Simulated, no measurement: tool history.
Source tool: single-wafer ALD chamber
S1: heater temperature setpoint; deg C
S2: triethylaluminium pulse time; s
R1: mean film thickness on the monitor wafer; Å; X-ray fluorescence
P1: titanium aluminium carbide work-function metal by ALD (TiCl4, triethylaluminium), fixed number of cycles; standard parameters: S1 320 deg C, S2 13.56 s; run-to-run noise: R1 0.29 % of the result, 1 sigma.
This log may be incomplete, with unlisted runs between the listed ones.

run 1 day=0.525 | S1=320 S2=13.56 | R1=22.672
run 2 day=1.012 | S1=320 S2=7.21 | R1=20.902
run 3 day=1.483 | S1=320 S2=13.56 | R1=22.586
run 4 day=1.733 | S1=302 S2=13.56 | R1=20.937
run 5 day=2.192 | S1=320 S2=13.56 | R1=22.714
-- day=2.196 triethylaluminium bottle replaced
run 6 day=2.429 | S1=337 S2=7.89 | R1=22.903
run 7 day=2.954 | S1=320 S2=13.56 | R1=22.685
run 8 day=3.396 | S1=340 S2=13.56 | R1=24.455
run 9 day=3.888 | S1=320 S2=13.56 | R1=22.677
run 10 day=4.188 | S1=320 S2=19.79 | R1=22.909
run 11 day=4.512 | S1=320 S2=13.56 | R1=22.809
run 12 day=4.758 | S1=320 S2=13.56 | R1=22.506
run 13 day=5.054 | S1=320 S2=13.56 | R1=22.569

Predict the results of run 14:
run 14 day=5.367 | S1=320 S2=13.56 | R1=?

Run 14 measured R1 22.429 Å.
